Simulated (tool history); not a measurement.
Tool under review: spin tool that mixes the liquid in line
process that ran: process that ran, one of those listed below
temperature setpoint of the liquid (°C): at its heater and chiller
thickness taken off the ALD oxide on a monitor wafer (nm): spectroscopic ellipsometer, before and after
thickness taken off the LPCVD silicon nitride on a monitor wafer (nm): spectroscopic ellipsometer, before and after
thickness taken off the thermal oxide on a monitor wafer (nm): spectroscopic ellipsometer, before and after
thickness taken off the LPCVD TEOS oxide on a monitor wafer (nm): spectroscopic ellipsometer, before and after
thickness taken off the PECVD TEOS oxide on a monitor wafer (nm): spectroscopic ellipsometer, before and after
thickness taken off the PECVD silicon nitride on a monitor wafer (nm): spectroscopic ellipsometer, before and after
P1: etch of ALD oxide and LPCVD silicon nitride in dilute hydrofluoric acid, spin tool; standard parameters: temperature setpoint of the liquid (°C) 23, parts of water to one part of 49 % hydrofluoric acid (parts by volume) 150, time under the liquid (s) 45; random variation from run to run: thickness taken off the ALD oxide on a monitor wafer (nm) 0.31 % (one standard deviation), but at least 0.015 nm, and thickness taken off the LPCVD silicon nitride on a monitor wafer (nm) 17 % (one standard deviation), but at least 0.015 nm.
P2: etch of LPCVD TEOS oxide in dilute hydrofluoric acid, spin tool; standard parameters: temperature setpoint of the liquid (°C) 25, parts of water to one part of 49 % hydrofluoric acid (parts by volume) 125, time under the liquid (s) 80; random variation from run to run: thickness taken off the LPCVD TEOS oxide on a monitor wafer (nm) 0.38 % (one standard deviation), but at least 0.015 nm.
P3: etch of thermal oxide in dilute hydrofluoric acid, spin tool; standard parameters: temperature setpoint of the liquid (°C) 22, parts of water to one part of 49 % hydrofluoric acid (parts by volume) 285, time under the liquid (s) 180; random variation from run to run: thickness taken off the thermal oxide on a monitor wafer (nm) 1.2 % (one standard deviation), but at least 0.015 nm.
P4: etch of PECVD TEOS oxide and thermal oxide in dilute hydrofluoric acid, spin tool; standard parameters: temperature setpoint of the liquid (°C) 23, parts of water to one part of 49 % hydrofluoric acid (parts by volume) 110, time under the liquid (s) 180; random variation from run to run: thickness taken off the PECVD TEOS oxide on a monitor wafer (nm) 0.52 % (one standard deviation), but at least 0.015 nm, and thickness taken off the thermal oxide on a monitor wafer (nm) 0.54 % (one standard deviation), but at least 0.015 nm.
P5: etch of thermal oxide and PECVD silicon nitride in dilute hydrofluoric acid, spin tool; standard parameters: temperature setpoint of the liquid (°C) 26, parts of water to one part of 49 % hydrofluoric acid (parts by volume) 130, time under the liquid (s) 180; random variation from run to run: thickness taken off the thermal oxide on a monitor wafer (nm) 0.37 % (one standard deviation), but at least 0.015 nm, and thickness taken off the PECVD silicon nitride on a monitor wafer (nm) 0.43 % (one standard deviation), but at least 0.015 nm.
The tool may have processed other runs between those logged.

| run | day | process that ran | temperature setpoint of the liquid (°C) | parts of water to one part of 49 % hydrofluoric acid (parts by volume) | time under the liquid (s) | thickness taken off the ALD oxide on a monitor wafer (nm) | thickness taken off the LPCVD silicon nitride on a monitor wafer (nm) | thickness taken off the thermal oxide on a monitor wafer (nm) | thickness taken off the LPCVD TEOS oxide on a monitor wafer (nm) | thickness taken off the PECVD TEOS oxide on a monitor wafer (nm) | thickness taken off the PECVD silicon nitride on a monitor wafer (nm) |
|---|---|---|---|---|---|---|---|---|---|---|---|
| 1 | 0.667 | P1 | 23 | 150 | 45 | 8.0917 | 0.10208 |  |  |  |  |
| 2 | 1.096 | P1 | 23 | 150 | 20 | 3.5938 | 0.076692 |  |  |  |  |
| 3 | 1.867 | P3 | 22 | 285 | 90 |  |  | 1.1697 |  |  |  |
| 4 | 2.292 | P2 | 32 | 125 | 80 |  |  |  | 19.598 |  |  |
| 5 | 2.829 | P2 | 25 | 125 | 80 |  |  |  | 15.058 |  |  |
| 6 | 3.504 | P1 | 23 | 70 | 45 | 19.097 | 0.43826 |  |  |  |  |
| 7 | 3.925 | P4 | 30.5 | 110 | 180 |  |  | 9.3098 |  | 17.963 |  |
| 8 | 4.312 | P5 | 26 | 185 | 180 |  |  | 4.5096 |  |  | 4.8772 |
| 9 | 4.779 | P3 | 22 | 455 | 180 |  |  | 1.2726 |  |  |  |
| 10 | 5.483 | P4 | 23 | 110 | 180 |  |  | 6.9746 |  | 13.306 |  |
| 11 | 6.138 | P2 | 25 | 125 | 40 |  |  |  | 7.5849 |  |  |
| 12 | 6.629 | P1 | 23 | 150 | 45 | 8.0804 | 0.091968 |  |  |  |  |
| 13 | 7.375 | P1 | 29 | 150 | 45 | 10.205 | 0.23676 |  |  |  |  |
| 14 | 7.912 | P3 | 29 | 285 | 180 |  |  | 2.9764 |  |  |  |
| 15 | 8.375 | P1 | 28.5 | 150 | 20 | 4.4277 | 0.093019 |  |  |  |  |
| 16 | 9.171 | P4 | 23 | 110 | 180 |  |  | 6.9593 |  | 13.333 |  |
| 17 | 9.629 | P5 | 26 | 130 | 180 |  |  | 6.8315 |  |  | 6.9552 |
| 18 | 10.15 | P4 | 23 | 110 | 270 |  |  | 10.458 |  | 19.993 |  |
| 19 | 10.825 | P5 | 19.5 | 130 | 180 |  |  | 5.282 |  |  | 4.5271 |
| 20 | 11.396 | P3 | 22 | 285 | 180 |  |  | 2.3115 |  |  |  |
| 21 | 12.129 | P1 | 23 | 150 | 45 | 8.1664 | 0.1071 |  |  |  |  |
| 22 | 12.779 | P1 | 23 | 150 | 45 | 8.1134 | 0.12973 |  |  |  |  |
| 23 | 13.262 | P5 | 26 | 130 | 285 |  |  | 10.729 |  |  | 11.017 |
| 24 | 14.046 | P2 | 25 | 205 | 80 |  |  |  | 8.3645 |  |  |
| 25 | 14.671 | P1 | 17 | 150 | 45 | 6.3942 | 0.058515 |  |  |  |  |
| 26 | 15.183 | P1 | 26.5 | 150 | 70 | 14.389 | 0.32173 |  |  |  |  |
| 27 | 15.646 | P3 | 22 | 285 | 180 |  |  | 2.3413 |  |  |  |
| 28 | 16.338 | P1 | 23 | 210 | 45 | 5.4451 | 0.11345 |  |  |  |  |
| 29 | 16.912 | P4 | 23 | 35 | 180 |  |  | 24.034 |  | 46.025 |  |
| 30 | 17.354 | P1 | 23 | 150 | 75 | 13.44 | 0.2871 |  |  |  |  |
| 31 | 18.154 | P2 | 25 | 125 | 80 |  |  |  | 15.134 |  |  |
| 32 | 18.592 | P1 | 23 | 150 | 45 | 8.1099 | 0.14874 |  |  |  |  |
| 33 | 19.017 | P1 | 23 | 150 | 45 | 8.0859 | 0.098961 |  |  |  |  |
| 34 | 19.679 | P1 | 23 | 150 | 45 | 8.3547 | 0.1239 |  |  |  |  |
| 35 | 20.446 | P1 | 23 | 150 | 45 | 8.5742 | 0.16909 |  |  |  |  |
| 36 | 20.975 | P1 | 23 | 150 | 45 | 8.6452 | 0.14959 |  |  |  |  |
| 37 | 21.429 | P1 | 23 | 150 | 45 | 8.7344 | 0.16548 |  |  |  |  |
| 38 | 22.062 | P1 | 23 | 150 | 45 | 8.729 | 0.14257 |  |  |  |  |
| 39 | 22.867 | P1 | 23 | 150 | 45 | 8.7684 | 0.18605 |  |  |  |  |
| 40 | 23.279 | P1 | 23 | 150 | 45 | 8.7926 | 0.16794 |  |  |  |  |
| 41 | 24.071 | P1 | 23 | 150 | 45 | 8.7208 | 0.15245 |  |  |  |  |

What P1 gives has crept away from where it was. These 2 causes fit the log equally well, each at the size given:
A: hydrofluoric acid flow above the setpoint (%) = 7.1
B: liquid hotter than its thermometer reads (K) = 2.09
The creep began at about day 19.017.

Listed below are the offered check runs, one wafer per run, with question marks in place of results. For which of them would the causes give clearly different outcomes?
| check 1 | 24.862 | P4 | 23 | 110 | 180 |  |  | ? |  | ? |  |
| check 2 | 24.862 | P2 | 25 | 125 | 80 |  |  |  | ? |  |  |
| check 3 | 24.862 | P5 | 26 | 130 | 180 |  |  | ? |  |  | ? |
| check 4 | 24.862 | P3 | 22 | 285 | 180 |  |  | ? |  |  |  |

What each check would give under each cause:
| check | result | if A | if B |
|---|---|---|---|
| check 1 | thickness taken off the thermal oxide on a monitor wafer (nm) | 7.4986 | 7.5357 |
| check 1 | thickness taken off the PECVD TEOS oxide on a monitor wafer (nm) | 14.395 | 14.466 |
| check 2 | thickness taken off the LPCVD TEOS oxide on a monitor wafer (nm) | 16.353 | 16.369 |
| check 3 | thickness taken off the thermal oxide on a monitor wafer (nm) | 7.3569 | 7.3522 |
| check 3 | thickness taken off the PECVD silicon nitride on a monitor wafer (nm) | 7.4914 | 7.9879 |
| check 4 | thickness taken off the thermal oxide on a monitor wafer (nm) | 2.5218 | 2.4906 |
Separation of the two closest causes in each check, using whichever result separates them best: check 1 0.49 %; check 2 0.1 %; check 3 6.42 %; check 4 1.25 %
Check 3 is the one run that separates the causes; every other check would come out nearly the same whichever cause is at work.

Here is what check 3 returned: thickness taken off the thermal oxide on a monitor wafer (nm) 7.3537; thickness taken off the PECVD silicon nitride on a monitor wafer (nm) 7.4912. Which cause is it?

A is the cause: hydrofluoric acid flow above the setpoint (%).

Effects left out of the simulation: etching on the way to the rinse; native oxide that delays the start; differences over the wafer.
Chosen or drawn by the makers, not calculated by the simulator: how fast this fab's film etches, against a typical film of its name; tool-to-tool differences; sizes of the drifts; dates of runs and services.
